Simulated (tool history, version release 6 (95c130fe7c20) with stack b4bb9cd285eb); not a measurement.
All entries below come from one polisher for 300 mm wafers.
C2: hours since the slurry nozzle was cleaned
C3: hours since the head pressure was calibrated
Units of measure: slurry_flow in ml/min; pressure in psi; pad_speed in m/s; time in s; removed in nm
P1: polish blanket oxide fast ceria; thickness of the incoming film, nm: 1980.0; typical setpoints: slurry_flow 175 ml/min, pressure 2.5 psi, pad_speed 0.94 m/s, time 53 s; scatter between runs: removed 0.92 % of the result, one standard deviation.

run 1 day=0.396 | slurry_flow=175 pressure=2.5 pad_speed=0.94 time=53 | wafers_polished_on_this_pad=1133 C2=89.8 C3=670.4 | removed=626.31
run 2 day=0.625 | slurry_flow=175 pressure=2.5 pad_speed=1.44 time=53 | wafers_polished_on_this_pad=1201 C2=95.3 C3=675.9 | removed=948.3
run 3 day=0.933 | slurry_flow=255 pressure=2.5 pad_speed=0.94 time=53 | wafers_polished_on_this_pad=1294 C2=102.7 C3=683.3 | removed=660.64
run 4 day=1.396 | slurry_flow=175 pressure=3.8 pad_speed=0.94 time=25 | wafers_polished_on_this_pad=1432 C2=113.8 C3=694.4 | removed=445.54
run 5 day=1.912 | slurry_flow=175 pressure=2.5 pad_speed=0.94 time=53 | wafers_polished_on_this_pad=1587 C2=126.2 C3=706.8 | removed=631.42
run 6 day=2.417 | slurry_flow=175 pressure=2.5 pad_speed=0.94 time=53 | wafers_polished_on_this_pad=1738 C2=138.3 C3=718.9 | removed=633.5
run 7 day=2.729 | slurry_flow=175 pressure=2.5 pad_speed=0.94 time=53 | wafers_polished_on_this_pad=1832 C2=145.8 C3=726.4 | removed=629.2
run 8 day=2.975 | slurry_flow=175 pressure=2.5 pad_speed=0.48 time=53 | wafers_polished_on_this_pad=1906 C2=151.7 C3=732.3 | removed=321.26
run 9 day=3.421 | slurry_flow=175 pressure=2.5 pad_speed=1.4 time=33 | wafers_polished_on_this_pad=2039 C2=162.4 C3=743 | removed=584.62
run 10 day=3.658 | slurry_flow=175 pressure=2.5 pad_speed=0.94 time=28 | wafers_polished_on_this_pad=2110 C2=168.1 C3=748.7 | removed=329.53
run 11 day=3.892 | slurry_flow=175 pressure=3.7 pad_speed=0.94 time=33 | wafers_polished_on_this_pad=2180 C2=173.7 C3=754.3 | removed=580.94
run 12 day=4.3 | slurry_flow=175 pressure=3.8 pad_speed=0.94 time=53 | wafers_polished_on_this_pad=2302 C2=183.5 C3=764.1 | removed=959.39
run 13 day=4.704 | slurry_flow=175 pressure=1.1 pad_speed=0.94 time=53 | wafers_polished_on_this_pad=2424 C2=193.2 C3=773.8 | removed=281.12
run 14 day=5.188 | slurry_flow=175 pressure=2.5 pad_speed=0.94 time=83 | wafers_polished_on_this_pad=2568 C2=204.8 C3=785.4 | removed=978.14
run 15 day=5.642 | slurry_flow=175 pressure=2.5 pad_speed=0.94 time=53 | wafers_polished_on_this_pad=2704 C2=215.7 C3=796.3 | removed=625.31

Run 16 comes next. What will it give?
run 16 day=6.071 | slurry_flow=105 pressure=2.5 pad_speed=0.94 time=53 | wafers_polished_on_this_pad=2833 C2=226 C3=806.6 | removed=?

removed: 568.49 nm
